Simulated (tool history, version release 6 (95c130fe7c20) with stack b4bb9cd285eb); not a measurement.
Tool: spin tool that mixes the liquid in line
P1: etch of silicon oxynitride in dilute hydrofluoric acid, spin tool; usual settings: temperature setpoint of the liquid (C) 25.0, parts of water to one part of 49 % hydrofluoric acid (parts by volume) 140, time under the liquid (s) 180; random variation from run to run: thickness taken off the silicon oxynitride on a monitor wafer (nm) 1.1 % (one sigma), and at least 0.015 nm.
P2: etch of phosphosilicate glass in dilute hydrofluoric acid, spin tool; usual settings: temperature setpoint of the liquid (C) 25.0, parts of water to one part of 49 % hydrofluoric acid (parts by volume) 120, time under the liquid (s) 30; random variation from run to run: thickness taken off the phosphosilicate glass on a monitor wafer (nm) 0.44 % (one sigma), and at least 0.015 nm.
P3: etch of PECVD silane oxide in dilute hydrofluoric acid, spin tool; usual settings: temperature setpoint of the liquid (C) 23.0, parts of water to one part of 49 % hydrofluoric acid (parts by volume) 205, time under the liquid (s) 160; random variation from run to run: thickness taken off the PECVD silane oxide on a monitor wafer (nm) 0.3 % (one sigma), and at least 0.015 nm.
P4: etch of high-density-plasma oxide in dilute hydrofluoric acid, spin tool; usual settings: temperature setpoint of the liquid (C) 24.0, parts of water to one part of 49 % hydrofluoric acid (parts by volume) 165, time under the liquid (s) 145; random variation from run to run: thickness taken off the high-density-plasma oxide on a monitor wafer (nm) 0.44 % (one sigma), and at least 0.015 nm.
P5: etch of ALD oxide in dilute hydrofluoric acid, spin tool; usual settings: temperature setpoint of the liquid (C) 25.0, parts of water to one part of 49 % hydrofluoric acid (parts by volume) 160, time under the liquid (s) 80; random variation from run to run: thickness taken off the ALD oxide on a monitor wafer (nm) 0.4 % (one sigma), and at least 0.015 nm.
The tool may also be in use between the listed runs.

| run | hour | process that ran | temperature setpoint of the liquid (C) | parts of water to one part of 49 % hydrofluoric acid (parts by volume) | time under the liquid (s) | thickness taken off the silicon oxynitride on a monitor wafer (nm) | thickness taken off the high-density-plasma oxide on a monitor wafer (nm) | thickness taken off the ALD oxide on a monitor wafer (nm) | thickness taken off the phosphosilicate glass on a monitor wafer (nm) | thickness taken off the PECVD silane oxide on a monitor wafer (nm) |
|---|---|---|---|---|---|---|---|---|---|---|
| 1 | 11.2 | P1 | 25.0 | 140 | 180 | 2.3337 |  |  |  |  |
| 2 | 22.4 | P4 | 30.5 | 165 | 145 |  | 7.0851 |  |  |  |
| 3 | 29.2 | P5 | 25.0 | 255 | 80 |  |  | 5.2371 |  |  |
| 4 | 35.6 | P1 | 25.0 | 140 | 180 | 2.3161 |  |  |  |  |
| 5 | 47.9 | P2 | 21.0 | 120 | 30 |  |  |  | 24.071 |  |
| 6 | 56.4 | P2 | 25.0 | 120 | 30 |  |  |  | 28.188 |  |
| 7 | 61.9 | P1 | 30.5 | 140 | 180 | 3.0060 |  |  |  |  |
| 8 | 72.3 | P5 | 25.0 | 160 | 80 |  |  | 9.2353 |  |  |
| 9 | 80.8 | P1 | 18.0 | 140 | 275 | 2.5998 |  |  |  |  |
| 10 | 92.1 | P1 | 25.0 | 140 | 180 | 2.3531 |  |  |  |  |
| 11 | 103.7 | P3 | 23.0 | 55 | 160 |  |  |  |  | 43.7780 |
| 12 | 109.4 | P5 | 33.0 | 160 | 80 |  |  | 12.3290 |  |  |
| 13 | 118.3 | P3 | 17.0 | 205 | 160 |  |  |  |  | 7.8778 |
| 14 | 127.5 | P3 | 23.0 | 205 | 160 |  |  |  |  | 9.8767 |
| 15 | 135.8 | P4 | 24.0 | 165 | 145 |  | 5.5820 |  |  |  |
| 16 | 146.8 | P2 | 25.0 | 35 | 30 |  |  |  | 107.930 |  |
| 17 | 157.2 | P1 | 31.5 | 140 | 335 | 5.7614 |  |  |  |  |
| 18 | 167.9 | P3 | 23.0 | 205 | 80 |  |  |  |  | 4.9381 |
| 19 | 173.9 | P1 | 21.5 | 140 | 180 | 1.9996 |  |  |  |  |
| 20 | 179.4 | P1 | 25.0 | 140 | 180 | 2.3329 |  |  |  |  |
| 21 | 186.2 | P1 | 25.0 | 140 | 180 | 2.3119 |  |  |  |  |
| 22 | 194.1 | P5 | 25.0 | 160 | 145 |  |  | 16.7330 |  |  |
| 23 | 206.1 | P2 | 25.0 | 120 | 15 |  |  |  | 13.990 |  |
| 24 | 216.3 | P1 | 25.0 | 225 | 180 | 1.3548 |  |  |  |  |
| 25 | 228.3 | P1 | 25.0 | 140 | 180 | 2.3749 |  |  |  |  |
| 26 | 234.5 | P1 | 21.0 | 140 | 100 | 1.0446 |  |  |  |  |
| 27 | 244.3 | P1 | 25.0 | 140 | 180 | 2.3569 |  |  |  |  |
| 28 | 254.4 | P1 | 25.0 | 140 | 35 | 0.4405 |  |  |  |  |
| 29 | 263.6 | P4 | 24.0 | 30 | 145 |  | 35.9580 |  |  |  |
| 30 | 272.3 | P5 | 25.0 | 160 | 80 |  |  | 9.1440 |  |  |
| 31 | 277.9 | P1 | 25.0 | 140 | 360 | 4.5288 |  |  |  |  |
| 32 | 284.9 | P4 | 24.0 | 165 | 45 |  | 1.7109 |  |  |  |
| 33 | 292.2 | P1 | 25.0 | 45 | 180 | 7.7363 |  |  |  |  |
| 34 | 303.0 | P1 | 25.0 | 140 | 180 | 2.3486 |  |  |  |  |
| 35 | 308.7 | P1 | 25.0 | 140 | 180 | 2.3786 |  |  |  |  |
| 36 | 319.8 | P1 | 25.0 | 140 | 180 | 2.5174 |  |  |  |  |
| 37 | 328.4 | P1 | 25.0 | 140 | 180 | 2.5189 |  |  |  |  |
| 38 | 337.8 | P1 | 25.0 | 140 | 180 | 2.6371 |  |  |  |  |
| 39 | 347.4 | P1 | 25.0 | 140 | 180 | 2.5850 |  |  |  |  |
| 40 | 359.1 | P1 | 25.0 | 140 | 180 | 2.6183 |  |  |  |  |
| 41 | 365.5 | P1 | 25.0 | 140 | 180 | 2.6372 |  |  |  |  |
| 42 | 371.9 | P1 | 25.0 | 140 | 180 | 2.5924 |  |  |  |  |

What P1 gives has crept away from where it was. These 2 causes fit the log equally well, each at the size given:
A: liquid hotter than its thermometer reads (K) = 2.39
B: hydrofluoric acid flow above the setpoint (%) = 10.2
The creep began at about hour 303.0.

4 check runs are offered, one wafer each, their results left as question marks. Which one tells the causes apart?
| check 1 | 378.3 | P5 | 25.0 | 235 | 80 |  |  | ? |  |  |
| check 2 | 378.3 | P3 | 17.0 | 75 | 160 |  |  |  |  | ? |
| check 3 | 378.3 | P4 | 24.0 | 60 | 65 |  | ? |  |  |  |
| check 4 | 378.3 | P2 | 21.0 | 50 | 30 |  |  |  | ? |  |

What each check would give under each cause:
| check | result | if A | if B |
|---|---|---|---|
| check 1 | thickness taken off the ALD oxide on a monitor wafer (nm) | 6.2845 | 6.5163 |
| check 2 | thickness taken off the PECVD silane oxide on a monitor wafer (nm) | 26.9700 | 27.0590 |
| check 3 | thickness taken off the high-density-plasma oxide on a monitor wafer (nm) | 8.5686 | 8.6350 |
| check 4 | thickness taken off the phosphosilicate glass on a monitor wafer (nm) | 69.068 | 69.284 |
How far apart the two closest causes lie, in the result that separates them most: check 1 3.62 %; check 2 0.33 %; check 3 0.77 %; check 4 0.31 %
Check 1 tells the causes apart: in the others they would give nearly the same result.

Check 1 was then run and gave: thickness taken off the ALD oxide on a monitor wafer (nm) 6.5659. Which cause is it?

It is B: hydrofluoric acid flow above the setpoint (%).
